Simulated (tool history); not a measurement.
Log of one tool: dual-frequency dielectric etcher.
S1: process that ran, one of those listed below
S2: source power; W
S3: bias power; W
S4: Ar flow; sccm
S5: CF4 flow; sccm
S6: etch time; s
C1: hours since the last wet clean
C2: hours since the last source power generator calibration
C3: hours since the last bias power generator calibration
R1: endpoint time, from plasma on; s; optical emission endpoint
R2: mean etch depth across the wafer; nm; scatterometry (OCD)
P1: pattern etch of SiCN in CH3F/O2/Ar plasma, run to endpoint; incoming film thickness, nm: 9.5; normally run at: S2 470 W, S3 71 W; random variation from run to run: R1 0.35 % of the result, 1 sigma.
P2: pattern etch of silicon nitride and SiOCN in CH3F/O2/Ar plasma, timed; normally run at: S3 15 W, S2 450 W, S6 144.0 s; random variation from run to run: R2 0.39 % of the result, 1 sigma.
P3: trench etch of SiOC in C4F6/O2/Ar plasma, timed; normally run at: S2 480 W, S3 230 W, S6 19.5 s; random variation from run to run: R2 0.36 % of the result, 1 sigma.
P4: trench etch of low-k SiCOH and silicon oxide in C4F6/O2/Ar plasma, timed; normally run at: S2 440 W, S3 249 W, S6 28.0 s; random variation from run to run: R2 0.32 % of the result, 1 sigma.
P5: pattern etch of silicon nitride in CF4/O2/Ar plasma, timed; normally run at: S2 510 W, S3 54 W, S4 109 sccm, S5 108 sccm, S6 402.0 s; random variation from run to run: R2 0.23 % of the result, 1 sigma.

run   hour  S1   S2   S3   S4   S5     S6     C1     C2      C3      R1        R2
  1   12.1  P1  470   71                    63.2  554.8   717.9  23.977
  2   25.7  P5  510   54  109   80  402.0   76.8  568.4   731.5           764.880
  3   36.7  P1  470   71                    87.8  579.4   742.5  23.990
  4   50.5  P5  510   54  109  108  402.0  101.6  593.2   756.3           789.280
  5   61.4  P2  450   15            194.0  112.5  604.1   767.2            22.636
  6   70.8  P2  450   15            144.0  121.9  613.5   776.6            16.828
  7   85.4  P1  360   97                   136.5  628.1   791.2  23.699
  8   92.1  P1  470   71                   143.2  634.8   797.9  23.722
  9  100.9  P3  480  284             19.5  152.0  643.6   806.7            50.008
 10  108.0  P1  340   71                   159.1  650.7   813.8  26.853
 11  114.5  P3  480  230             19.5  165.6  657.2   820.3            46.587
 12  126.2  P2  450    9            144.0  177.3  668.9   832.0            14.075
 13  139.4  P1  470   43                   190.5  682.1   845.2  28.514
 14  148.9  P3  340  230             19.5  200.0  691.6   854.7            40.954
 15  159.5  P4  440  249             28.0  210.6  702.2   865.3           101.500
 16  166.0  P5  510   54  109  108  268.0  217.1  708.7   871.8           527.780
 17  173.0  P3  480  230             13.5  224.1  715.7   878.8            32.147
 18  181.5  P1  570   71                   232.6  724.2   887.3  22.210
 19  190.1  P4  290  249             28.0  241.2  732.8   895.9            86.318
 20  198.3  P5  510   32  109  108  402.0  249.4  741.0   904.1           655.890
 21  205.9  P1  470   71                   257.0  748.6   911.7  23.987
 22  219.4  P5  510   54   72  108  402.0  270.5  762.1   925.2           825.540
 23  233.8  P4  440  173             28.0  284.9  776.5   939.6            89.836
 24  243.5  P2  450   15            144.0  294.6  786.2   949.3            16.741
 25  253.3  P1  470   71                   304.4  796.0   959.1  24.147
 26  266.8  P4  440  249             21.5  317.9  809.5   972.6            77.799
 27  278.5  P1  470   71                   329.6  821.2   984.3  23.935
 28  291.3  P2  600   15            144.0  342.4  834.0   997.1            18.808
 29  299.3  P1  470  100                   350.4  842.0  1005.1  21.063
 30  311.6  P5  720   54  109  108  402.0  362.7  854.3  1017.4          1069.800
 31  324.8  P1  390   59                   375.9  867.5  1030.6  27.421
 32  332.8  P1  470   71                   383.9  875.5  1038.6  24.060
 33  341.6  P1  470   71                   392.7  884.3  1047.4  24.204
 34  353.1  P1  470   71                   404.2  895.8  1058.9  24.267
 35  361.1  P1  470   71                   412.2  903.8  1066.9  24.301
 36  371.9  P1  470   71                   423.0  914.6  1077.7  24.438
     373.4  -- wet clean of the chamber
 37  383.6  P1  470   71                    10.3  926.3  1089.4  24.247
 38  389.9  P1  470   71                    16.6  932.6  1095.7  24.171
 39  401.0  P1  470   71                    27.7  943.7  1106.8  24.409
 40  412.1  P1  470   71                    38.8  954.8  1117.9  24.463

What P1 gives has crept away from where it was. These 2 causes fit the log equally well, each at the size given:
A: source power that arrives under what is set, % = 4.56
B: bias power that arrives under what is set, % = 4.96
The creep began at about hour 332.8.
Why every other cause is out:
chamber walls in a state that lowers the etch rate, %: serviced at hour 373.4, which brought nothing back

4 check runs are offered, one wafer each, their results left as question marks. Which one tells the causes apart?
check 1  423.2  P4  290  249            28.0                   ?
check 2  423.2  P2  550    9           144.0                   ?
check 3  423.2  P3  350  230            19.5                   ?
check 4  423.2  P5  510   39  74  108  402.0                   ?

What each check would give under each cause:
  check  result     if A     if B
check 1      R2   84.787   84.811
check 2      R2   14.855   14.882
check 3      R2   40.506   40.541
check 4      R2  706.530  723.830
How far apart the two closest causes lie, in the result that separates them most: check 1 0.03 %; check 2 0.18 %; check 3 0.08 %; check 4 2.42 %
Check 4 tells the causes apart: in the others they would give nearly the same result.

Then check 4 was run and gave: R2 721.750 nm. Which cause is it?

It is B: bias power that arrives under what is set, %.

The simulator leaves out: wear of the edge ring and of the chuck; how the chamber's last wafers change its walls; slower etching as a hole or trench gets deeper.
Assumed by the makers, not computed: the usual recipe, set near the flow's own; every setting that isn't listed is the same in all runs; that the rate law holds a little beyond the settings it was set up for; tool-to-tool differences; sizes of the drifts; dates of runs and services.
